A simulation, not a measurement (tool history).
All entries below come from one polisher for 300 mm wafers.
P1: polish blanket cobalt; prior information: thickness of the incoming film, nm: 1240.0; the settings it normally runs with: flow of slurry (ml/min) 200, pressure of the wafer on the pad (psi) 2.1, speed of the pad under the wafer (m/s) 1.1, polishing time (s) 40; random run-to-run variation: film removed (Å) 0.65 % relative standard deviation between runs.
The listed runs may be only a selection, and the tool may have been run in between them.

| run | hour | flow of slurry (ml/min) | pressure of the wafer on the pad (psi) | speed of the pad under the wafer (m/s) | polishing time (s) | wafers polished on this pad | hours since the slurry nozzle was cleaned | hours since the head pressure was calibrated | film removed (Å) |
|---|---|---|---|---|---|---|---|---|---|
| 1 | 3.3 | 200 | 2.1 | 1.1 | 40 | 249 | 74 | 168.9 | 2144.3 |
| 2 | 9.7 | 120 | 2.1 | 1.1 | 40 | 338 | 80.4 | 175.3 | 1988.8 |
| 3 | 14 | 200 | 2.1 | 1.1 | 51 | 397 | 84.7 | 179.6 | 2732.3 |
| 4 | 17.7 | 200 | 2.1 | 1.1 | 40 | 448 | 88.4 | 183.3 | 2157.9 |
| 5 | 22.2 | 200 | 2.1 | 1.1 | 40 | 510 | 92.9 | 187.8 | 2180.3 |
| 6 | 28 | 200 | 1.2 | 1.1 | 62 | 591 | 98.7 | 193.6 | 1904 |
| 7 | 31.5 | 200 | 2.1 | 1.1 | 40 | 639 | 102.2 | 197.1 | 2175 |
| 8 | 36.2 | 200 | 2.1 | 1.1 | 22 | 704 | 106.9 | 201.8 | 1180.1 |
| 9 | 41.9 | 200 | 2.1 | 0.5 | 40 | 783 | 112.6 | 207.5 | 980.62 |
| 10 | 47.9 | 200 | 2.9 | 1.1 | 40 | 866 | 118.6 | 213.5 | 2991.3 |
| 11 | 53.4 | 200 | 2.1 | 1.5 | 40 | 942 | 124.1 | 219 | 2952.5 |
| 12 | 57.9 | 265 | 2.1 | 1.1 | 40 | 1004 | 128.6 | 223.5 | 2234.1 |
| 13 | 62 | 120 | 2.6 | 1.1 | 40 | 1061 | 132.7 | 227.6 | 2416 |
| 14 | 67.2 | 200 | 1 | 1.1 | 40 | 1133 | 137.9 | 232.8 | 1023.7 |
| 15 | 72.8 | 200 | 2.1 | 1.1 | 40 | 1210 | 143.5 | 238.4 | 2181.6 |
| 16 | 78.5 | 200 | 2.1 | 1.1 | 40 | 1289 | 149.2 | 244.1 | 2124.9 |
| 17 | 84.6 | 200 | 2.1 | 1.1 | 40 | 1373 | 155.3 | 250.2 | 2087.9 |
| 18 | 91 | 200 | 2.1 | 1.1 | 40 | 1462 | 161.7 | 256.6 | 2044.2 |
| 19 | 97.8 | 200 | 2.1 | 1.1 | 40 | 1556 | 168.5 | 263.4 | 2063 |
|  | 98.7 | worn pad replaced by a new one |
| 20 | 100.8 | 200 | 2.1 | 1.1 | 40 | 30 | 171.5 | 266.4 | 2049.1 |
| 21 | 107 | 200 | 2.1 | 1.1 | 40 | 115 | 177.7 | 272.6 | 2040.6 |
| 22 | 113.5 | 200 | 2.1 | 1.1 | 40 | 205 | 184.2 | 279.1 | 2042.6 |
| 23 | 116.8 | 200 | 2.1 | 1.1 | 40 | 251 | 187.5 | 282.4 | 2058.4 |
| 24 | 122.7 | 200 | 2.1 | 1.1 | 40 | 332 | 193.4 | 288.3 | 2035.9 |
| 25 | 128.5 | 200 | 2.1 | 1.1 | 40 | 413 | 199.2 | 294.1 | 2035.3 |
| 26 | 134.2 | 200 | 2.1 | 1.1 | 40 | 491 | 204.9 | 299.8 | 2030.8 |

P1 has crept away from where it was. The log is fitted equally well by each of these 2 causes, at the sizes shown:
A: head's pressure below its setpoint, % = 6.19
B: slurry flow missing at the pad, % = 32.8
The gradual shift began around hour 72.8.
Every other cause this tool's parts could produce, and why it does not fit the log:
removal rate lost through wear of the pad, %: serviced at hour 98.7, after the change had begun; the process did not return to its earlier output

Consider the 4 check runs below, whose results appear as question marks and each of which averages 2 wafers. Which one distinguishes the causes, in that each cause would give it a clearly different result?
| check 1 | 139.9 | 120 | 2.1 | 1.46 | 40 |  |  |  | ? |
| check 2 | 139.9 | 200 | 2.9 | 1.1 | 40 |  |  |  | ? |
| check 3 | 139.9 | 200 | 1.4 | 1.1 | 40 |  |  |  | ? |
| check 4 | 139.9 | 200 | 2.1 | 1.42 | 40 |  |  |  | ? |

Expected result of each check under each candidate cause:
| check | result | if A | if B |
|---|---|---|---|
| check 1 | film removed (Å) | 2473.2 | 2381.9 |
| check 2 | film removed (Å) | 2806.9 | 2806.7 |
| check 3 | film removed (Å) | 1355 | 1354.9 |
| check 4 | film removed (Å) | 2623.8 | 2623.7 |
Separation of the two closest causes in each check, using whichever result separates them best: check 1 3.76 %; check 2 0.01 %; check 3 0.01 %; check 4 0.01 %
The other checks would show nearly matching results whichever cause is true, so check 1 is the only one that separates the causes.

With check 1 done, the readings were: film removed (Å) 2455.7. Identify which of the listed causes applies.

The cause is A: head's pressure below its setpoint, %.

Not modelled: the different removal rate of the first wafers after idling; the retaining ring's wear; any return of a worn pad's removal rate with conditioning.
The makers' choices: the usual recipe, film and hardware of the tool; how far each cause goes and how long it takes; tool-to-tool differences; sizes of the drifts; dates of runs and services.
